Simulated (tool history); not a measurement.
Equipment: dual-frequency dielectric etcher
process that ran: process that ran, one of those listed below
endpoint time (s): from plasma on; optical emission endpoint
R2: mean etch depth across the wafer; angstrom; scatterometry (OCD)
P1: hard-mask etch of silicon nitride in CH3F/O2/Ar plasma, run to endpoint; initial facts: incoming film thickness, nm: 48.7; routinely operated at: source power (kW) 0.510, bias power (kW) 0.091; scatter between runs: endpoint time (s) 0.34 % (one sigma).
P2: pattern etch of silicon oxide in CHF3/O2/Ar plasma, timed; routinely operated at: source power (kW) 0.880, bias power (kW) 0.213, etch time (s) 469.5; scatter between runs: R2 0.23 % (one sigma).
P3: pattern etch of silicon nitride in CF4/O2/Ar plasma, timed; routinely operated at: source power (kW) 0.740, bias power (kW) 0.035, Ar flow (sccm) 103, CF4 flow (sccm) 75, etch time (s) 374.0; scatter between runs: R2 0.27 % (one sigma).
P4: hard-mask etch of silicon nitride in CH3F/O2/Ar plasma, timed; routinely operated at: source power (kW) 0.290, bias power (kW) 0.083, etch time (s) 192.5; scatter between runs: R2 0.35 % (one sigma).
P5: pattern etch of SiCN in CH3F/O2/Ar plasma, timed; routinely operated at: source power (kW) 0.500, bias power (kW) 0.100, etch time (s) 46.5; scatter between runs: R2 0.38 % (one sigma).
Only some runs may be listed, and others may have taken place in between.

run 1 hour=5.9 | process_that_ran=P1 source_power_(kW)=0.510 bias_power_(kW)=0.091 | endpoint_time_(s)=59.003
run 2 hour=12.5 | process_that_ran=P4 source_power_(kW)=0.290 bias_power_(kW)=0.056 etch_time_(s)=192.5 | R2=1092.70
run 3 hour=20.6 | process_that_ran=P1 source_power_(kW)=0.510 bias_power_(kW)=0.091 | endpoint_time_(s)=58.824
run 4 hour=27.5 | process_that_ran=P5 source_power_(kW)=0.500 bias_power_(kW)=0.100 etch_time_(s)=59.0 | R2=271.80
run 5 hour=32.3 | process_that_ran=P5 source_power_(kW)=0.500 bias_power_(kW)=0.100 etch_time_(s)=46.5 | R2=213.08
run 6 hour=40.6 | process_that_ran=P4 source_power_(kW)=0.290 bias_power_(kW)=0.083 etch_time_(s)=192.5 | R2=1248.40
run 7 hour=47.5 | process_that_ran=P3 source_power_(kW)=0.740 bias_power_(kW)=0.046 etch_time_(s)=374.0 Ar_flow_(sccm)=103 CF4_flow_(sccm)=75 | R2=9292.20
run 8 hour=52.6 | process_that_ran=P4 source_power_(kW)=0.410 bias_power_(kW)=0.083 etch_time_(s)=192.5 | R2=1425.70
run 9 hour=60.5 | process_that_ran=P3 source_power_(kW)=0.740 bias_power_(kW)=0.035 etch_time_(s)=374.0 Ar_flow_(sccm)=103 CF4_flow_(sccm)=75 | R2=8394.00
run 10 hour=64.5 | process_that_ran=P1 source_power_(kW)=0.510 bias_power_(kW)=0.091 | endpoint_time_(s)=59.210
run 11 hour=72.9 | process_that_ran=P5 source_power_(kW)=0.500 bias_power_(kW)=0.100 etch_time_(s)=46.5 | R2=214.56
run 12 hour=81.7 | process_that_ran=P1 source_power_(kW)=0.510 bias_power_(kW)=0.091 | endpoint_time_(s)=59.129
run 13 hour=89.8 | process_that_ran=P1 source_power_(kW)=0.350 bias_power_(kW)=0.091 | endpoint_time_(s)=68.114
run 14 hour=97.1 | process_that_ran=P3 source_power_(kW)=0.740 bias_power_(kW)=0.035 etch_time_(s)=374.0 Ar_flow_(sccm)=103 CF4_flow_(sccm)=95 | R2=8782.90
run 15 hour=105.7 | process_that_ran=P5 source_power_(kW)=0.390 bias_power_(kW)=0.100 etch_time_(s)=46.5 | R2=194.08
run 16 hour=110.8 | process_that_ran=P1 source_power_(kW)=0.510 bias_power_(kW)=0.091 | endpoint_time_(s)=58.747
run 17 hour=119.5 | process_that_ran=P1 source_power_(kW)=0.640 bias_power_(kW)=0.091 | endpoint_time_(s)=53.894
run 18 hour=125.9 | process_that_ran=P1 source_power_(kW)=0.510 bias_power_(kW)=0.115 | endpoint_time_(s)=54.301
run 19 hour=131.1 | process_that_ran=P2 source_power_(kW)=0.880 bias_power_(kW)=0.139 etch_time_(s)=469.5 | R2=9888.20
run 20 hour=138.6 | process_that_ran=P2 source_power_(kW)=0.880 bias_power_(kW)=0.213 etch_time_(s)=469.5 | R2=11364.00
run 21 hour=143.1 | process_that_ran=P1 source_power_(kW)=0.510 bias_power_(kW)=0.091 | endpoint_time_(s)=58.917
run 22 hour=149.8 | process_that_ran=P1 source_power_(kW)=0.320 bias_power_(kW)=0.074 | endpoint_time_(s)=75.623
run 23 hour=155.4 | process_that_ran=P3 source_power_(kW)=0.740 bias_power_(kW)=0.035 etch_time_(s)=374.0 Ar_flow_(sccm)=62 CF4_flow_(sccm)=75 | R2=9119.60

For run 24, what comes out?
run 24 hour=161.6 | process_that_ran=P2 source_power_(kW)=1.150 bias_power_(kW)=0.213 etch_time_(s)=469.5 | R2=?

Run 24 yielded R2 12556.00 angstrom.
